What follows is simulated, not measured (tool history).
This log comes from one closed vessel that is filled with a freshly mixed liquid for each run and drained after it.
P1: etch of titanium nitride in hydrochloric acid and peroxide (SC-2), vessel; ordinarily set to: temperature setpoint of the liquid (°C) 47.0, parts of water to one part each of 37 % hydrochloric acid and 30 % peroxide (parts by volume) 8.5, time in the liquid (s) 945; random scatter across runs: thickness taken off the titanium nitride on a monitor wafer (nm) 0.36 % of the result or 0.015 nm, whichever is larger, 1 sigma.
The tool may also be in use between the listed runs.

run	hour	temperature setpoint of the liquid (°C)	parts of water to one part each of 37 % hydrochloric acid and 30 % peroxide (parts by volume)	time in the liquid (s)	hours since the thermometer was replaced	hours since the chemicals flow meter was replaced	hours since the drum of peroxide was connected	thickness taken off the titanium nitride on a monitor wafer (nm)
1	3.8	47.0	8.5	945	1032.6	310.1	235.9	13.4760
2	9.0	47.0	8.5	1875	1037.8	315.3	241.1	26.6040
3	13.5	47.0	4.0	1695	1042.3	319.8	245.6	42.0480
4	18.6	47.0	8.5	945	1047.4	324.9	250.7	13.4370
5	23.4	35.0	8.5	945	1052.2	329.7	255.5	5.7485
6	30.0	47.0	8.5	945	1058.8	336.3	262.1	13.4500
7	34.5	47.0	4.0	945	1063.3	340.8	266.6	23.5880
8	41.4	39.0	8.5	520	1070.2	347.7	273.5	4.2648
9	45.0	47.0	14.0	945	1073.8	351.3	277.1	8.7508
10	51.6	47.0	8.5	70	1080.4	357.9	283.7	1.0091
11	55.6	47.0	8.5	945	1084.4	361.9	287.7	13.4370
12	59.1	63.5	8.5	945	1087.9	365.4	291.2	38.9950
13	63.0	47.0	8.5	945	1091.8	369.3	295.1	13.4040
14	67.6	47.0	8.5	945	1096.4	373.9	299.7	13.4700
15	71.4	47.0	8.5	945	1100.2	377.7	303.5	13.3310
16	76.6	47.0	8.5	945	1105.4	382.9	308.7	13.0570
17	80.9	47.0	8.5	945	1109.7	387.2	313.0	12.8320
18	85.9	47.0	8.5	945	1114.7	392.2	318.0	12.5440
19	92.8	47.0	8.5	945	1121.6	399.1	324.9	12.4530
20	97.4	47.0	8.5	945	1126.2	403.7	329.5	12.3920
# hour 100.6: new drum of peroxide connected
21	101.2	47.0	8.5	945	1130.0	407.5	0.7	12.3400
22	107.4	47.0	8.5	945	1136.2	413.7	6.9	12.3660
23	113.2	47.0	8.5	945	1142.0	419.5	12.7	12.3240

The log shows P1 creeping away from where it was. Any of the 2 causes listed here, at the size stated for it, fits the log just as well as the others:
A: liquid colder than its thermometer reads (K) = 1.24
B: chemicals flow below the setpoint (%) = 9.78
Creep in the process output first set in at about hour 71.4.
What rules out each remaining cause:
peroxide weaker than its label (%): was serviced at hour 100.6, once the creep was under way, yet the earlier output never came back

The list below offers 4 check runs, each averaging the results of 2 wafers, and shows each result as a question mark. For which of them would the listed causes give clearly different results?
check 1	119.0	38.5	13.5	945				?
check 2	119.0	47.0	13.0	945				?
check 3	119.0	62.5	5.0	945				?
check 4	119.0	35.0	4.0	945				?

Predicted outcomes, by check and by cause:
check	result	if A	if B
check 1	thickness taken off the titanium nitride on a monitor wafer (nm)	4.5923	4.5879
check 2	thickness taken off the titanium nitride on a monitor wafer (nm)	8.6281	8.5832
check 3	thickness taken off the titanium nitride on a monitor wafer (nm)	50.8620	50.9810
check 4	thickness taken off the titanium nitride on a monitor wafer (nm)	9.1858	9.3850
Smallest distance between any two causes, each pair judged by its most separating result, in per cent: check 1 0.09 %; check 2 0.52 %; check 3 0.23 %; check 4 2.15 %
The causes can be told apart only by check 4. The other checks would give nearly the same results under each of them.

Check 4 was carried out, with these results: thickness taken off the titanium nitride on a monitor wafer (nm) 9.3992. Which of the listed causes is responsible?

Of the candidate causes, it is B: chemicals flow below the setpoint (%).
